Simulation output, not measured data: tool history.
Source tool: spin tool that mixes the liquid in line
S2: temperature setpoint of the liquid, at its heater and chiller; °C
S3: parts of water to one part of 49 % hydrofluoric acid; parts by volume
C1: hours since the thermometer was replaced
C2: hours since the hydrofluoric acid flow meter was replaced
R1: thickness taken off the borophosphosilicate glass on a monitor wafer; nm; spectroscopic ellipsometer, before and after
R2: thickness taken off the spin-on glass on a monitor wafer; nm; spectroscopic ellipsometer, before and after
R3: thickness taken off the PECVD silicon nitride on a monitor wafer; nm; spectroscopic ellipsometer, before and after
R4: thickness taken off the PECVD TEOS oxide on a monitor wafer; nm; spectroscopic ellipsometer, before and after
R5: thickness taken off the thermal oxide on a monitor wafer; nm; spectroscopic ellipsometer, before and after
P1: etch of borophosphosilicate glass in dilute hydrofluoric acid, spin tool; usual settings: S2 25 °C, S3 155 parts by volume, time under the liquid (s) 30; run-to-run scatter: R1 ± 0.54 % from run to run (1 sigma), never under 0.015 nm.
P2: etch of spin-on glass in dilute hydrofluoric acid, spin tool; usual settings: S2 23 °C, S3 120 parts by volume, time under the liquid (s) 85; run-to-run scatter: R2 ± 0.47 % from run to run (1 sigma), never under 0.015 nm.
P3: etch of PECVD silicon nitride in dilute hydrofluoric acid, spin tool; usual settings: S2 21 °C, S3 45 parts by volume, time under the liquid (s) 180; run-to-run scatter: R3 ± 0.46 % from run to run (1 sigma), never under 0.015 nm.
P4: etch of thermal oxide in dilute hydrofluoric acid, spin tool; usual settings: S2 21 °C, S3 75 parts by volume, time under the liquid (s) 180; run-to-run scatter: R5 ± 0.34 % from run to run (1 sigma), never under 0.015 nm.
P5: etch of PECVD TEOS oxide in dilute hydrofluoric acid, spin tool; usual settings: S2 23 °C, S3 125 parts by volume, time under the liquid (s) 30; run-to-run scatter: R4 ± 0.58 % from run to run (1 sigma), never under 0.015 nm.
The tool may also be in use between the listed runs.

Run 1, hour 7.5: process that ran P1, S2 25 °C, S3 155 parts by volume, time under the liquid (s) 30; C1 417.8; C2 892.5. Result: R1 10.378 nm.
Run 2, hour 16: process that ran P2, S2 17 °C, S3 120 parts by volume, time under the liquid (s) 85; C1 426.3; C2 901. Result: R2 27.007 nm.
Run 3, hour 23.6: process that ran P1, S2 25 °C, S3 280 parts by volume, time under the liquid (s) 30; C1 433.9; C2 908.6. Result: R1 4.9511 nm.
Run 4, hour 29.7: process that ran P3, S2 29 °C, S3 45 parts by volume, time under the liquid (s) 180; C1 440; C2 914.7. Result: R3 20.838 nm.
Run 5, hour 35.9: process that ran P1, S2 21 °C, S3 155 parts by volume, time under the liquid (s) 30; C1 446.2; C2 920.9. Result: R1 8.8989 nm.
Run 6, hour 42.1: process that ran P5, S2 30.5 °C, S3 125 parts by volume, time under the liquid (s) 30; C1 452.4; C2 927.1. Result: R4 5.5878 nm.
Run 7, hour 48.2: process that ran P1, S2 25 °C, S3 155 parts by volume, time under the liquid (s) 55; C1 458.5; C2 933.2. Result: R1 18.86 nm.
Run 8, hour 57.7: process that ran P5, S2 23 °C, S3 125 parts by volume, time under the liquid (s) 30; C1 468; C2 942.7. Result: R4 4.1727 nm.
Run 9, hour 66.6: process that ran P1, S2 25 °C, S3 155 parts by volume, time under the liquid (s) 15; C1 476.9; C2 951.6. Result: R1 5.1895 nm.
Run 10, hour 71.1: process that ran P1, S2 25 °C, S3 155 parts by volume, time under the liquid (s) 30; C1 481.4; C2 956.1. Result: R1 10.323 nm.
Run 11, hour 76.4: process that ran P1, S2 25 °C, S3 155 parts by volume, time under the liquid (s) 30; C1 486.7; C2 961.4. Result: R1 10.368 nm.
Run 12, hour 83.4: process that ran P1, S2 25 °C, S3 55 parts by volume, time under the liquid (s) 55; C1 493.7; C2 968.4. Result: R1 60.686 nm.
Run 13, hour 92: process that ran P3, S2 21 °C, S3 20 parts by volume, time under the liquid (s) 180; C1 502.3; C2 977. Result: R3 26.688 nm.
Run 14, hour 99.6: process that ran P2, S2 23 °C, S3 120 parts by volume, time under the liquid (s) 85; C1 509.9; C2 984.6. Result: R2 34.702 nm.
At hour 102.7: hydrofluoric acid flow meter replaced.
Run 15, hour 105.2: process that ran P4, S2 21 °C, S3 120 parts by volume, time under the liquid (s) 180; C1 515.5; C2 2.6. Result: R5 5.9089 nm.
Run 16, hour 111.1: process that ran P5, S2 23 °C, S3 125 parts by volume, time under the liquid (s) 15; C1 521.4; C2 8.5. Result: R4 2.1131 nm.
Run 17, hour 118.5: process that ran P1, S2 25 °C, S3 155 parts by volume, time under the liquid (s) 30; C1 528.8; C2 15.9. Result: R1 10.365 nm.
Run 18, hour 127.1: process that ran P1, S2 25 °C, S3 40 parts by volume, time under the liquid (s) 30; C1 537.4; C2 24.5. Result: R1 46.855 nm.
Run 19, hour 137.2: process that ran P1, S2 25 °C, S3 155 parts by volume, time under the liquid (s) 30; C1 547.5; C2 34.6. Result: R1 10.32 nm.
Run 20, hour 147.4: process that ran P3, S2 21 °C, S3 45 parts by volume, time under the liquid (s) 180; C1 557.7; C2 44.8. Result: R3 12.226 nm.
Run 21, hour 156.1: process that ran P5, S2 23 °C, S3 225 parts by volume, time under the liquid (s) 30; C1 566.4; C2 53.5. Result: R4 2.1041 nm.
Run 22, hour 163: process that ran P4, S2 21 °C, S3 75 parts by volume, time under the liquid (s) 180; C1 573.3; C2 60.4. Result: R5 9.8677 nm.
Run 23, hour 171.1: process that ran P2, S2 23 °C, S3 120 parts by volume, time under the liquid (s) 15; C1 581.4; C2 68.5. Result: R2 6.1205 nm.
Run 24, hour 181: process that ran P3, S2 21 °C, S3 45 parts by volume, time under the liquid (s) 15; C1 591.3; C2 78.4. Result: R3 1.0224 nm.
Run 25, hour 190.5: process that ran P4, S2 28.5 °C, S3 75 parts by volume, time under the liquid (s) 180; C1 600.8; C2 87.9. Result: R5 13.342 nm.
Run 26, hour 197.8: process that ran P1, S2 31.5 °C, S3 155 parts by volume, time under the liquid (s) 30; C1 608.1; C2 95.2. Result: R1 13.05 nm.
Run 27, hour 204.6: process that ran P5, S2 23 °C, S3 125 parts by volume, time under the liquid (s) 30; C1 614.9; C2 102. Result: R4 4.1093 nm.
Run 28, hour 214.8: process that ran P4, S2 21 °C, S3 75 parts by volume, time under the liquid (s) 65; C1 625.1; C2 112.2. Result: R5 3.6053 nm.
Run 29, hour 219.5: process that ran P1, S2 29.5 °C, S3 225 parts by volume, time under the liquid (s) 30; C1 629.8; C2 116.9. Result: R1 7.8382 nm.
Run 30, hour 224: process that ran P2, S2 23 °C, S3 215 parts by volume, time under the liquid (s) 85; C1 634.3; C2 121.4. Result: R2 17.42 nm.
Run 31, hour 234.4: process that ran P1, S2 25 °C, S3 155 parts by volume, time under the liquid (s) 30; C1 644.7; C2 131.8. Result: R1 10.364 nm.
Run 32, hour 239.4: process that ran P3, S2 21 °C, S3 45 parts by volume, time under the liquid (s) 180; C1 649.7; C2 136.8. Result: R3 12.135 nm.
Run 33, hour 247.1: process that ran P1, S2 25 °C, S3 155 parts by volume, time under the liquid (s) 30; C1 657.4; C2 144.5. Result: R1 10.437 nm.
Run 34, hour 254.4: process that ran P1, S2 25 °C, S3 155 parts by volume, time under the liquid (s) 30; C1 664.7; C2 151.8. Result: R1 10.369 nm.
Run 35, hour 259.4: process that ran P1, S2 25 °C, S3 155 parts by volume, time under the liquid (s) 30; C1 669.7; C2 156.8. Result: R1 10.081 nm.
Run 36, hour 267.5: process that ran P1, S2 25 °C, S3 155 parts by volume, time under the liquid (s) 30; C1 677.8; C2 164.9. Result: R1 9.9619 nm.
Run 37, hour 276.9: process that ran P1, S2 25 °C, S3 155 parts by volume, time under the liquid (s) 30; C1 687.2; C2 174.3. Result: R1 9.7744 nm.
Run 38, hour 281.6: process that ran P1, S2 25 °C, S3 155 parts by volume, time under the liquid (s) 30; C1 691.9; C2 179. Result: R1 9.7846 nm.
Run 39, hour 289.7: process that ran P1, S2 25 °C, S3 155 parts by volume, time under the liquid (s) 30; C1 700; C2 187.1. Result: R1 9.6328 nm.
Run 40, hour 296.3: process that ran P1, S2 25 °C, S3 155 parts by volume, time under the liquid (s) 30; C1 706.6; C2 193.7. Result: R1 9.6889 nm.
Run 41, hour 301.6: process that ran P1, S2 25 °C, S3 155 parts by volume, time under the liquid (s) 30; C1 711.9; C2 199. Result: R1 9.6269 nm.
Run 42, hour 311.9: process that ran P1, S2 25 °C, S3 155 parts by volume, time under the liquid (s) 30; C1 722.2; C2 209.3. Result: R1 9.6097 nm.

Something has made what P1 gives creep away from where it was; the 2 causes below, each at its own stated size, fit the log equally well:
A: liquid colder than its thermometer reads (K) = 2.05
B: hydrofluoric acid flow below the setpoint (%) = 6.36
The gradual shift began around hour 254.4.

Listed below are the offered check runs, one wafer per run, with question marks in place of results. For which of them would the causes give clearly different outcomes?
Run check 1, hour 322.2: process that ran P3, S2 28 °C, S3 20 parts by volume, time under the liquid (s) 180. Result: R3 ?.
Run check 2, hour 322.2: process that ran P2, S2 23 °C, S3 210 parts by volume, time under the liquid (s) 15. Result: R2 ?.
Run check 3, hour 322.2: process that ran P4, S2 27.5 °C, S3 75 parts by volume, time under the liquid (s) 180. Result: R5 ?.
Run check 4, hour 322.2: process that ran P5, S2 27 °C, S3 205 parts by volume, time under the liquid (s) 30. Result: R4 ?.

Check results expected under each cause:
  check  result    if A    if B
check 1      R3  37.377  40.274
check 2      R2  2.9147  2.9048
check 3      R5  11.835  11.934
check 4      R4  2.5112  2.4921
Gap, in per cent, between the two causes that each check separates least, read from the result that separates them most: check 1 7.47 %; check 2 0.34 %; check 3 0.83 %; check 4 0.76 %
The other checks would show nearly matching results whichever cause is true, so check 1 is the only one that separates the causes.

Then check 1 was run and gave: R3 37.43 nm. Which cause is it?

The correct cause is A, namely: liquid colder than its thermometer reads (K).
